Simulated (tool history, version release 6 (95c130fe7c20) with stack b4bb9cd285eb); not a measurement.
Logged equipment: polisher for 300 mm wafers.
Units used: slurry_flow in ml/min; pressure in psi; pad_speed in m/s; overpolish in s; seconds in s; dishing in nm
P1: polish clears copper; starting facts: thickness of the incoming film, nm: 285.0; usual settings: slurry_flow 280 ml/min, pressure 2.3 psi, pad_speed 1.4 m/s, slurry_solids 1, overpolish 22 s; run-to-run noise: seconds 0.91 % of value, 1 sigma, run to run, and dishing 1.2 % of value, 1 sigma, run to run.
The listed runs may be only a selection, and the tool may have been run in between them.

run,day,slurry_flow,pressure,pad_speed,slurry_solids,overpolish,wafers polished on this pad,hours since the slurry nozzle was cleaned,hours since the head pressure was calibrated,hours since the slurry blender was calibrated,seconds,dishing
1,0.325,280,2.3,1.4,1,22,594,301.5,189.8,171.1,98.07,40.545
2,0.846,280,2.3,1.4,1,22,674,314,202.3,183.6,97.632,40.148
3,1.321,280,2.3,0.7,1,22,747,325.4,213.7,195,195.72,22.623
4,1.925,190,2.3,1.4,1,7,840,339.9,228.2,209.5,100.94,14.566
5,2.396,280,1.3,1.4,1,22,912,351.2,239.5,220.8,174.62,24.279
6,2.896,415,2.3,1.4,1,22,989,363.2,251.5,232.8,95.852,41.267
7,3.412,280,2.3,1.4,1.25,22,1069,375.6,263.9,245.2,92.906,41.348
8,3.838,280,2.3,1.4,1.4,41,1134,385.8,274.1,255.4,90.618,63.721
9,4.267,280,2.3,1.4,0.6,22,1200,396.1,284.4,265.7,108.75,36.989
10,4.733,280,2.3,1.4,1,42,1272,407.3,295.6,276.9,97.927,61.583
# day 4.854: slurry blender recalibrated
11,5.183,280,2.3,1.4,1,22,1341,418.1,306.4,8,97.755,40.33
12,5.612,280,2.3,1.4,1,22,1407,428.4,316.7,18.3,97.758,40.112
13,5.962,280,2.3,1.4,1,10,1461,436.8,325.1,26.7,96.985,20.759
14,6.458,170,2.3,1.4,1,22,1538,448.7,337,38.6,105.56,39.033
15,6.792,280,3.6,1.4,1,22,1589,456.7,345,46.6,61.361,57.316
16,7.379,280,2.3,1.78,1,22,1679,470.8,359.1,60.7,75.106,46.798
17,7.85,280,2.3,1.4,1,22,1752,482.1,370.4,72,95.552,40.345
18,8.175,280,2.3,1.4,1,22,1802,489.9,378.2,79.8,97.667,40.096
19,8.508,280,2.3,1.4,1,22,1853,497.9,386.2,87.8,99.09,40.214
20,8.929,280,2.3,1.4,1,22,1918,508,396.3,97.9,100.31,39.566
21,9.383,280,2.3,1.4,1,22,1988,518.9,407.2,108.8,100.5,38.387
22,9.854,280,2.3,1.4,1,22,2060,530.2,418.5,120.1,101.62,38.26
23,10.354,280,2.3,1.4,1,22,2137,542.2,430.5,132.1,102.88,37.918
24,10.862,280,2.3,1.4,1,22,2215,554.4,442.7,144.3,102.72,38.69
# day 10.875: slurry blender recalibrated
# day 10.958: head pressure recalibrated
25,11.325,280,2.3,1.4,1,22,2287,565.5,8.9,10.9,103.46,38.524
26,11.812,280,2.3,1.4,1,22,2362,577.2,20.6,22.6,103.52,39.57
27,12.267,280,2.3,1.4,1,22,2432,588.1,31.5,33.5,103.91,38.773
28,12.892,280,2.3,1.4,1,22,2528,603.1,46.5,48.5,102.03,38.482

P1 has crept away from where it was. The log is fitted equally well by each of these 2 causes, at the sizes shown:
A: removal rate lost through wear of the pad, % = 6.02
B: slurry flow missing at the pad, % = 39.7
The drift started at roughly day 8.175.
Every other cause this tool's parts could produce, and why it does not fit the log:
head's pressure below its setpoint, %: its service at day 10.958 followed the start of the drift and did not put the process back to its old value
abrasive missing from the slurry, %: its service at day 10.875 followed the start of the drift and did not put the process back to its old value

The list below offers 4 check runs, each averaging the results of 5 wafers, and shows each result as a question mark. For which of them would the listed causes give clearly different results?
check 1,13.517,280,2.3,0.76,1,22,,,,,?,?
check 2,13.517,175,2.3,1.7,1,22,,,,,?,?
check 3,13.517,280,2.3,1.12,1,22,,,,,?,?
check 4,13.517,280,2.3,1.4,0.75,22,,,,,?,?

Predicted outcomes, by check and by cause:
check,result,if A,if B
check 1,seconds,190.93,190.93
check 1,dishing,23.025,23.026
check 2,seconds,90.33,93.451
check 2,dishing,42.512,41.437
check 3,seconds,129.56,129.56
check 3,dishing,32.007,32.008
check 4,seconds,110.12,110.12
check 4,dishing,36.489,36.49
Minimum pairwise separation of causes per check, each pair taken at its best-separating result: check 1 0 %; check 2 3.4 %; check 3 0 %; check 4 0 %
The other checks would show nearly matching results whichever cause is true, so check 2 is the only one that separates the causes.

After running check 2, the following was obtained: seconds 92.783 s; dishing 41.593 nm. Which cause does this point to?

B is the cause: slurry flow missing at the pad, %.

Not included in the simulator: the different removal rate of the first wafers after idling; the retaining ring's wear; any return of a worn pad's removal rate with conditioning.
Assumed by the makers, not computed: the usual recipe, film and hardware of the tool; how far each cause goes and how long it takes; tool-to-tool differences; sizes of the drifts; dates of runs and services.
